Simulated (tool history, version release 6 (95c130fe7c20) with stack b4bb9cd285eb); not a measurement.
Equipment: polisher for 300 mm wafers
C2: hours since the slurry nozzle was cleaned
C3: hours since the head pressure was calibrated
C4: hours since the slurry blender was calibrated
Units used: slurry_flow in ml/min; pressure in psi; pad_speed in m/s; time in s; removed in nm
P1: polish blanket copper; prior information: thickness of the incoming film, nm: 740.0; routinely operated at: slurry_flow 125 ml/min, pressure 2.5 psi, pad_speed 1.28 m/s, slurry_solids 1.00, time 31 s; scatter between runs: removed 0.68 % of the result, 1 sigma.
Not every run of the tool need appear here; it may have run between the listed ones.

Run 1, day 0.292: slurry_flow 125 ml/min, pressure 2.5 psi, pad_speed 1.28 m/s, slurry_solids 1.00, time 31 s; wafers polished on this pad 433; C2 308.9; C3 577.1; C4 70.6. Result: removed 90.991 nm.
Run 2, day 0.842: slurry_flow 125 ml/min, pressure 2.5 psi, pad_speed 1.28 m/s, slurry_solids 1.00, time 17 s; wafers polished on this pad 634; C2 322.1; C3 590.3; C4 83.8. Result: removed 49.160 nm.
Run 3, day 1.367: slurry_flow 125 ml/min, pressure 2.5 psi, pad_speed 1.28 m/s, slurry_solids 1.00, time 31 s; wafers polished on this pad 826; C2 334.7; C3 602.9; C4 96.4. Result: removed 91.508 nm.
Run 4, day 1.729: slurry_flow 125 ml/min, pressure 2.5 psi, pad_speed 0.74 m/s, slurry_solids 1.00, time 31 s; wafers polished on this pad 959; C2 343.4; C3 611.6; C4 105.1. Result: removed 52.836 nm.
Run 5, day 2.012: slurry_flow 75 ml/min, pressure 2.5 psi, pad_speed 1.28 m/s, slurry_solids 1.00, time 31 s; wafers polished on this pad 1063; C2 350.2; C3 618.4; C4 111.9. Result: removed 79.845 nm.
Run 6, day 2.562: slurry_flow 125 ml/min, pressure 3.5 psi, pad_speed 1.28 m/s, slurry_solids 1.00, time 31 s; wafers polished on this pad 1264; C2 363.4; C3 631.6; C4 125.1. Result: removed 125.470 nm.
Run 7, day 2.925: slurry_flow 125 ml/min, pressure 2.5 psi, pad_speed 1.28 m/s, slurry_solids 1.00, time 31 s; wafers polished on this pad 1397; C2 372.1; C3 640.3; C4 133.8. Result: removed 90.790 nm.
Run 8, day 3.238: slurry_flow 125 ml/min, pressure 2.5 psi, pad_speed 1.28 m/s, slurry_solids 0.75, time 31 s; wafers polished on this pad 1512; C2 379.6; C3 647.8; C4 141.3. Result: removed 85.904 nm.
Run 9, day 3.804: slurry_flow 125 ml/min, pressure 2.5 psi, pad_speed 1.28 m/s, slurry_solids 1.45, time 31 s; wafers polished on this pad 1719; C2 393.2; C3 661.4; C4 154.9. Result: removed 98.342 nm.
Run 10, day 4.092: slurry_flow 125 ml/min, pressure 2.5 psi, pad_speed 1.92 m/s, slurry_solids 1.00, time 31 s; wafers polished on this pad 1825; C2 400.1; C3 668.3; C4 161.8. Result: removed 136.800 nm.
Run 11, day 4.512: slurry_flow 125 ml/min, pressure 2.5 psi, pad_speed 1.28 m/s, slurry_solids 1.00, time 31 s; wafers polished on this pad 1979; C2 410.2; C3 678.4; C4 171.9. Result: removed 89.783 nm.
Run 12, day 4.842: slurry_flow 125 ml/min, pressure 2.5 psi, pad_speed 1.28 m/s, slurry_solids 1.00, time 31 s; wafers polished on this pad 2099; C2 418.1; C3 686.3; C4 179.8. Result: removed 90.576 nm.
Run 13, day 5.112: slurry_flow 125 ml/min, pressure 2.5 psi, pad_speed 1.28 m/s, slurry_solids 1.00, time 31 s; wafers polished on this pad 2199; C2 424.6; C3 692.8; C4 186.3. Result: removed 90.977 nm.
Run 14, day 5.546: slurry_flow 125 ml/min, pressure 2.5 psi, pad_speed 1.28 m/s, slurry_solids 1.00, time 41 s; wafers polished on this pad 2357; C2 435.0; C3 703.2; C4 196.7. Result: removed 120.490 nm.
Run 15, day 6.083: slurry_flow 175 ml/min, pressure 2.5 psi, pad_speed 1.28 m/s, slurry_solids 1.00, time 31 s; wafers polished on this pad 2554; C2 447.9; C3 716.1; C4 209.6. Result: removed 97.053 nm.
Run 16, day 6.400: slurry_flow 75 ml/min, pressure 2.5 psi, pad_speed 1.70 m/s, slurry_solids 1.00, time 31 s; wafers polished on this pad 2670; C2 455.5; C3 723.7; C4 217.2. Result: removed 105.640 nm.
Run 17, day 6.967: slurry_flow 125 ml/min, pressure 1.1 psi, pad_speed 1.28 m/s, slurry_solids 1.00, time 31 s; wafers polished on this pad 2878; C2 469.1; C3 737.3; C4 230.8. Result: removed 40.158 nm.
Run 18, day 7.362: slurry_flow 125 ml/min, pressure 2.5 psi, pad_speed 1.28 m/s, slurry_solids 1.00, time 31 s; wafers polished on this pad 3023; C2 478.6; C3 746.8; C4 240.3. Result: removed 92.120 nm.
Run 19, day 7.821: slurry_flow 125 ml/min, pressure 2.5 psi, pad_speed 1.28 m/s, slurry_solids 1.00, time 31 s; wafers polished on this pad 3191; C2 489.6; C3 757.8; C4 251.3. Result: removed 89.542 nm.
Run 20, day 8.183: slurry_flow 125 ml/min, pressure 2.5 psi, pad_speed 1.28 m/s, slurry_solids 1.00, time 31 s; wafers polished on this pad 3324; C2 498.3; C3 766.5; C4 260.0. Result: removed 85.801 nm.
Run 21, day 8.625: slurry_flow 125 ml/min, pressure 2.5 psi, pad_speed 1.28 m/s, slurry_solids 1.00, time 31 s; wafers polished on this pad 3486; C2 508.9; C3 777.1; C4 270.6. Result: removed 84.232 nm.
Run 22, day 9.054: slurry_flow 125 ml/min, pressure 2.5 psi, pad_speed 1.28 m/s, slurry_solids 1.00, time 31 s; wafers polished on this pad 3643; C2 519.2; C3 787.4; C4 280.9. Result: removed 83.980 nm.
At day 9.354: head pressure recalibrated.
Run 23, day 9.504: slurry_flow 125 ml/min, pressure 2.5 psi, pad_speed 1.28 m/s, slurry_solids 1.00, time 31 s; wafers polished on this pad 3808; C2 530.0; C3 3.7; C4 291.7. Result: removed 82.338 nm.
Run 24, day 10.038: slurry_flow 125 ml/min, pressure 2.5 psi, pad_speed 1.28 m/s, slurry_solids 1.00, time 31 s; wafers polished on this pad 4003; C2 542.8; C3 16.5; C4 304.5. Result: removed 81.044 nm.
At day 10.400: slurry blender recalibrated.
Run 25, day 10.488: slurry_flow 125 ml/min, pressure 2.5 psi, pad_speed 1.28 m/s, slurry_solids 1.00, time 31 s; wafers polished on this pad 4168; C2 553.6; C3 27.3; C4 2.1. Result: removed 81.213 nm.
Run 26, day 10.883: slurry_flow 125 ml/min, pressure 2.5 psi, pad_speed 1.28 m/s, slurry_solids 1.00, time 31 s; wafers polished on this pad 4313; C2 563.1; C3 36.8; C4 11.6. Result: removed 80.861 nm.
Run 27, day 11.504: slurry_flow 125 ml/min, pressure 2.5 psi, pad_speed 1.28 m/s, slurry_solids 1.00, time 31 s; wafers polished on this pad 4540; C2 578.0; C3 51.7; C4 26.5. Result: removed 80.456 nm.

Something has made what P1 gives creep away from where it was; the 2 causes below, each at its own stated size, fit the log equally well:
A: slurry flow missing at the pad, % = 37.3
B: removal rate lost through wear of the pad, % = 11.2
The gradual shift began around day 7.362.
Why every other cause is out:
head's pressure below its setpoint, %: serviced at day 9.354, after the change had begun; the process did not return to its earlier output
abrasive missing from the slurry, %: serviced at day 10.400, after the change had begun; the process did not return to its earlier output

Consider the 4 single-wafer check runs listed below, results given as question marks: which one distinguishes between the causes by giving clearly different results for each?
Run check 1, day 12.125: slurry_flow 125 ml/min, pressure 1.8 psi, pad_speed 1.88 m/s, slurry_solids 1.00, time 31 s. Result: removed ?.
Run check 2, day 12.125: slurry_flow 125 ml/min, pressure 2.5 psi, pad_speed 1.86 m/s, slurry_solids 1.00, time 31 s. Result: removed ?.
Run check 3, day 12.125: slurry_flow 75 ml/min, pressure 2.5 psi, pad_speed 1.28 m/s, slurry_solids 1.20, time 31 s. Result: removed ?.
Run check 4, day 12.125: slurry_flow 125 ml/min, pressure 2.5 psi, pad_speed 1.28 m/s, slurry_solids 1.40, time 31 s. Result: removed ?.

What each check would give under each cause:
  check   result     if A     if B
check 1  removed   85.552   85.534
check 2  removed  117.560  117.530
check 3  removed   69.175   73.704
check 4  removed   87.072   87.055
Smallest distance between any two causes, each pair judged by its most separating result, in per cent: check 1 0.02 %; check 2 0.02 %; check 3 6.34 %; check 4 0.02 %
The causes can be told apart only by check 3. The other checks would give nearly the same results under each of them.

Running check 3 produced the following: removed 68.812 nm. Which one of the listed causes fits?

It was cause A: slurry flow missing at the pad, %.
